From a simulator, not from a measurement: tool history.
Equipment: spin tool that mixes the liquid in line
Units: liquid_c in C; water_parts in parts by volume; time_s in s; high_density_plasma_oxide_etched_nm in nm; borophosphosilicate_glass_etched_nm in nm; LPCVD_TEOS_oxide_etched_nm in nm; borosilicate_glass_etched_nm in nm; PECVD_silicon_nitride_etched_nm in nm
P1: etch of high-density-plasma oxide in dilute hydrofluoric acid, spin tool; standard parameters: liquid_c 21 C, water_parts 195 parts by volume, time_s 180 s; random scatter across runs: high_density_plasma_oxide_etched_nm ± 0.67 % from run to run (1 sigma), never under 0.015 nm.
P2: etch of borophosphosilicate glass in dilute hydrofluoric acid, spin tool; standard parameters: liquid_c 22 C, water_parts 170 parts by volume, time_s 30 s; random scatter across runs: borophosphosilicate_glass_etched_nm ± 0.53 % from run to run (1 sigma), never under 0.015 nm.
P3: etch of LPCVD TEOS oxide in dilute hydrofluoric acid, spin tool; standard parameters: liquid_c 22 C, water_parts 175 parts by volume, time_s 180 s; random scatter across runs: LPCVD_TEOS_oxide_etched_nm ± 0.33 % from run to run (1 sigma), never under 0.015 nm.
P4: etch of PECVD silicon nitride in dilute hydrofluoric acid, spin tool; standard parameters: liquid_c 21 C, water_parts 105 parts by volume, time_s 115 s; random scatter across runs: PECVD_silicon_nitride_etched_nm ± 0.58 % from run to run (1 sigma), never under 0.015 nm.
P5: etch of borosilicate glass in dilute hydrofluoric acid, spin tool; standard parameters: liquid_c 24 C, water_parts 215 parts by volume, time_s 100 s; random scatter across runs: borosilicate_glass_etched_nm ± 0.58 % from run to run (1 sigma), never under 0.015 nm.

run   hour  process  liquid_c  water_parts  time_s  hours since the thermometer was replaced  hours since the hydrofluoric acid flow meter was replaced  high_density_plasma_oxide_etched_nm  borophosphosilicate_glass_etched_nm  LPCVD_TEOS_oxide_etched_nm  borosilicate_glass_etched_nm  PECVD_silicon_nitride_etched_nm
  1   12.1       P1        21          195     180                                    1695.3                                                      986.4                               3.7962
  2     19       P2        22           35      30                                    1702.2                                                      993.3                                                                    47.885
  3   32.3       P3        22          175     180                                    1715.5                                                     1006.6                                                                                                22.874
      38.8  -- thermometer replaced
  4   44.9       P1        21          195     180                                       6.1                                                     1019.2                               3.7229
  5   55.2       P1        29          195     180                                      16.4                                                     1029.5                               5.0729
  6   69.9       P1        21          195     180                                      31.1                                                     1044.2                               3.7674
  7   83.8       P1        21          195      75                                        45                                                     1058.1                                1.529
  8     93       P5        29          215     100                                      54.2                                                     1067.3                                                                                                                              25.432
  9    100       P1        17           80     180                                      61.2                                                     1074.3                               8.7118
 10  110.2       P4        21          180     115                                      71.4                                                     1084.5                                                                                                                                                               2.8371
 11  121.8       P5        24          215     190                                        83                                                     1096.1                                                                                                                              40.469
 12  136.1       P4        26          105     115                                      97.3                                                     1110.4                                                                                                                                                               6.5933
 13  144.8       P1        21          195     315                                       106                                                     1119.1                               6.6013
 14  158.8       P3        22          175      85                                       120                                                     1133.1                                                                                                10.859
 15  166.5       P4        21          105     115                                     127.7                                                     1140.8                                                                                                                                                               4.8102
 16    179       P1        21          195     180                                     140.2                                                     1153.3                               3.7357
     188.9  -- hydrofluoric acid flow meter replaced
 17  189.8       P1        21          195     180                                       151                                                          1                               3.7438
 18  199.9       P2      25.5          170      30                                     161.1                                                       11.1                                                                    9.5707

Predict the results of run 19:
 19   211       P5        24          315     100                                     172.2                                                       22.2                                                                                                                                   ?

{"run 19": {"borosilicate_glass_etched_nm": 13.036}}

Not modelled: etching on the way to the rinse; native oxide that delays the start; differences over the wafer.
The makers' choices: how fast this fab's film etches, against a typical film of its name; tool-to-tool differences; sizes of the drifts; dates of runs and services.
